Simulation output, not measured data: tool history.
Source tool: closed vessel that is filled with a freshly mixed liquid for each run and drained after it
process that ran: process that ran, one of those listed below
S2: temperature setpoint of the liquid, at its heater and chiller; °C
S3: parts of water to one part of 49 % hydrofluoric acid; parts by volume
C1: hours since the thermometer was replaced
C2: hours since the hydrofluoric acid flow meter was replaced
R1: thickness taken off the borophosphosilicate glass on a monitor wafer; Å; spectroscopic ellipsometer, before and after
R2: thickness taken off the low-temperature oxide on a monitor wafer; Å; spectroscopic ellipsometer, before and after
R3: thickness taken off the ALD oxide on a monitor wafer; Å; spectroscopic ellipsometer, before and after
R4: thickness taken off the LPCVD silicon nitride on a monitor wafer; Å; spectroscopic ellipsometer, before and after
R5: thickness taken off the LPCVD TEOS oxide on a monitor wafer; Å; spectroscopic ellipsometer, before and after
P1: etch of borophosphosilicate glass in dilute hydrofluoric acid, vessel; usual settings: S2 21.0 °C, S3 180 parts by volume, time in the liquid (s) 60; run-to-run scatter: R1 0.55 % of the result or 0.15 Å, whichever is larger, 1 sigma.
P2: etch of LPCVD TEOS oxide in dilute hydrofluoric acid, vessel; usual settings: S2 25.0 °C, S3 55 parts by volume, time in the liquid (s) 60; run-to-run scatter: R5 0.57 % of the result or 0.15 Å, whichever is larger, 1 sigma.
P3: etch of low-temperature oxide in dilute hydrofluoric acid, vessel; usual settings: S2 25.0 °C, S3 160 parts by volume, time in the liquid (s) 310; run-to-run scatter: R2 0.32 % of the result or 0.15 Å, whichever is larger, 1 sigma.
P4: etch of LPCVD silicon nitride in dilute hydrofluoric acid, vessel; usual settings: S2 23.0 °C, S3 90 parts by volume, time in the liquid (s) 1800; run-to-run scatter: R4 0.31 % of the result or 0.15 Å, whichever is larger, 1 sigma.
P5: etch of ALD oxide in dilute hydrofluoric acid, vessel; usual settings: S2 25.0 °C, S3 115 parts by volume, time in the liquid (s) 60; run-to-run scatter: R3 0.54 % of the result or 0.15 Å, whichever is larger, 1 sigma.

{"run": 1, "hour": 12.7, "process that ran": "P1", "S2": 21.0, "S3": 180, "time in the liquid (s)": 60, "C1": 2138.0, "C2": 383.0, "R1": 203.96}
{"run": 2, "hour": 25.1, "process that ran": "P3", "S2": 31.5, "S3": 160, "time in the liquid (s)": 310, "C1": 2150.4, "C2": 395.4, "R2": 450.86}
{"run": 3, "hour": 36.2, "process that ran": "P1", "S2": 29.5, "S3": 180, "time in the liquid (s)": 60, "C1": 2161.5, "C2": 406.5, "R1": 279.1}
{"run": 4, "hour": 47.6, "process that ran": "P5", "S2": 17.0, "S3": 115, "time in the liquid (s)": 60, "C1": 2172.9, "C2": 417.9, "R3": 56.196}
{"run": 5, "hour": 56.9, "process that ran": "P4", "S2": 27.0, "S3": 90, "time in the liquid (s)": 1800, "C1": 2182.2, "C2": 427.2, "R4": 128.38}
{"run": 6, "hour": 66.4, "process that ran": "P1", "S2": 21.0, "S3": 95, "time in the liquid (s)": 60, "C1": 2191.7, "C2": 436.7, "R1": 425.55}
{"run": 7, "hour": 73.5, "process that ran": "P4", "S2": 23.0, "S3": 90, "time in the liquid (s)": 1800, "C1": 2198.8, "C2": 443.8, "R4": 99.032}
{"run": 8, "hour": 84.8, "process that ran": "P1", "S2": 21.0, "S3": 180, "time in the liquid (s)": 60, "C1": 2210.1, "C2": 455.1, "R1": 205.25}
{"run": 9, "hour": 95.0, "process that ran": "P5", "S2": 25.0, "S3": 115, "time in the liquid (s)": 115, "C1": 2220.3, "C2": 465.3, "R3": 148.8}
{"run": 10, "hour": 103.8, "process that ran": "P2", "S2": 17.0, "S3": 55, "time in the liquid (s)": 60, "C1": 2229.1, "C2": 474.1, "R5": 484.19}
{"run": 11, "hour": 113.9, "process that ran": "P1", "S2": 21.0, "S3": 245, "time in the liquid (s)": 60, "C1": 2239.2, "C2": 484.2, "R1": 141.59}
{"run": 12, "hour": 123.8, "process that ran": "P3", "S2": 25.0, "S3": 160, "time in the liquid (s)": 85, "C1": 2249.1, "C2": 494.1, "R2": 98.29}
{"run": 13, "hour": 136.8, "process that ran": "P3", "S2": 25.0, "S3": 160, "time in the liquid (s)": 310, "C1": 2262.1, "C2": 507.1, "R2": 358.77}
{"run": 14, "hour": 142.8, "process that ran": "P4", "S2": 23.0, "S3": 25, "time in the liquid (s)": 1800, "C1": 2268.1, "C2": 513.1, "R4": 342.91}
{"run": 15, "hour": 151.9, "process that ran": "P1", "S2": 21.0, "S3": 180, "time in the liquid (s)": 60, "C1": 2277.2, "C2": 522.2, "R1": 203.93}
{"run": 16, "hour": 159.0, "process that ran": "P5", "S2": 25.0, "S3": 115, "time in the liquid (s)": 60, "C1": 2284.3, "C2": 529.3, "R3": 76.85}
{"run": 17, "hour": 164.7, "process that ran": "P1", "S2": 21.0, "S3": 255, "time in the liquid (s)": 30, "C1": 2290.0, "C2": 535.0, "R1": 66.476}
{"run": 18, "hour": 175.0, "process that ran": "P5", "S2": 25.0, "S3": 115, "time in the liquid (s)": 60, "C1": 2300.3, "C2": 545.3, "R3": 76.966}
{"run": 19, "hour": 187.8, "process that ran": "P2", "S2": 25.0, "S3": 20, "time in the liquid (s)": 60, "C1": 2313.1, "C2": 558.1, "R5": 1942.6}
{"run": 20, "hour": 198.5, "process that ran": "P1", "S2": 17.0, "S3": 180, "time in the liquid (s)": 60, "C1": 2323.8, "C2": 568.8, "R1": 173.31}
{"run": 21, "hour": 209.1, "process that ran": "P3", "S2": 25.0, "S3": 100, "time in the liquid (s)": 310, "C1": 2334.4, "C2": 579.4, "R2": 614.63}
{"run": 22, "hour": 219.8, "process that ran": "P3", "S2": 25.0, "S3": 160, "time in the liquid (s)": 310, "C1": 2345.1, "C2": 590.1, "R2": 354.99}
{"run": 23, "hour": 226.9, "process that ran": "P2", "S2": 25.0, "S3": 55, "time in the liquid (s)": 60, "C1": 2352.2, "C2": 597.2, "R5": 670.64}
{"run": 24, "hour": 239.3, "process that ran": "P4", "S2": 23.0, "S3": 90, "time in the liquid (s)": 80, "C1": 2364.6, "C2": 609.6, "R4": 4.4389}
{"run": 25, "hour": 250.4, "process that ran": "P1", "S2": 21.0, "S3": 180, "time in the liquid (s)": 90, "C1": 2375.7, "C2": 620.7, "R1": 307.1}
{"run": 26, "hour": 262.4, "process that ran": "P4", "S2": 23.0, "S3": 90, "time in the liquid (s)": 1800, "C1": 2387.7, "C2": 632.7, "R4": 99.137}
{"run": 27, "hour": 274.2, "process that ran": "P1", "S2": 21.0, "S3": 180, "time in the liquid (s)": 60, "C1": 2399.5, "C2": 644.5, "R1": 204.71}
{"run": 28, "hour": 283.5, "process that ran": "P2", "S2": 25.0, "S3": 55, "time in the liquid (s)": 30, "C1": 2408.8, "C2": 653.8, "R5": 338.12}
{"run": 29, "hour": 295.0, "process that ran": "P1", "S2": 21.0, "S3": 180, "time in the liquid (s)": 30, "C1": 2420.3, "C2": 665.3, "R1": 101.27}
{"run": 30, "hour": 304.6, "process that ran": "P5", "S2": 25.0, "S3": 20, "time in the liquid (s)": 60, "C1": 2429.9, "C2": 674.9, "R3": 502.8}
{"run": 31, "hour": 315.7, "process that ran": "P1", "S2": 21.0, "S3": 180, "time in the liquid (s)": 60, "C1": 2441.0, "C2": 686.0, "R1": 202.31}
{"run": 32, "hour": 326.2, "process that ran": "P1", "S2": 21.0, "S3": 180, "time in the liquid (s)": 60, "C1": 2451.5, "C2": 696.5, "R1": 207.68}
{"run": 33, "hour": 332.7, "process that ran": "P1", "S2": 21.0, "S3": 180, "time in the liquid (s)": 60, "C1": 2458.0, "C2": 703.0, "R1": 212.48}
{"run": 34, "hour": 343.0, "process that ran": "P1", "S2": 21.0, "S3": 180, "time in the liquid (s)": 60, "C1": 2468.3, "C2": 713.3, "R1": 215.13}
{"run": 35, "hour": 352.5, "process that ran": "P1", "S2": 21.0, "S3": 180, "time in the liquid (s)": 60, "C1": 2477.8, "C2": 722.8, "R1": 214.83}
{"run": 36, "hour": 359.5, "process that ran": "P1", "S2": 21.0, "S3": 180, "time in the liquid (s)": 60, "C1": 2484.8, "C2": 729.8, "R1": 215.46}

Run 37, settings as shown, results not yet in. Your forecast:
{"run": 37, "hour": 366.5, "process that ran": "P1", "S2": 21.0, "S3": 180, "time in the liquid (s)": 60, "C1": 2491.8, "C2": 736.8, "R1": "?"}

R1: 215.600 Å
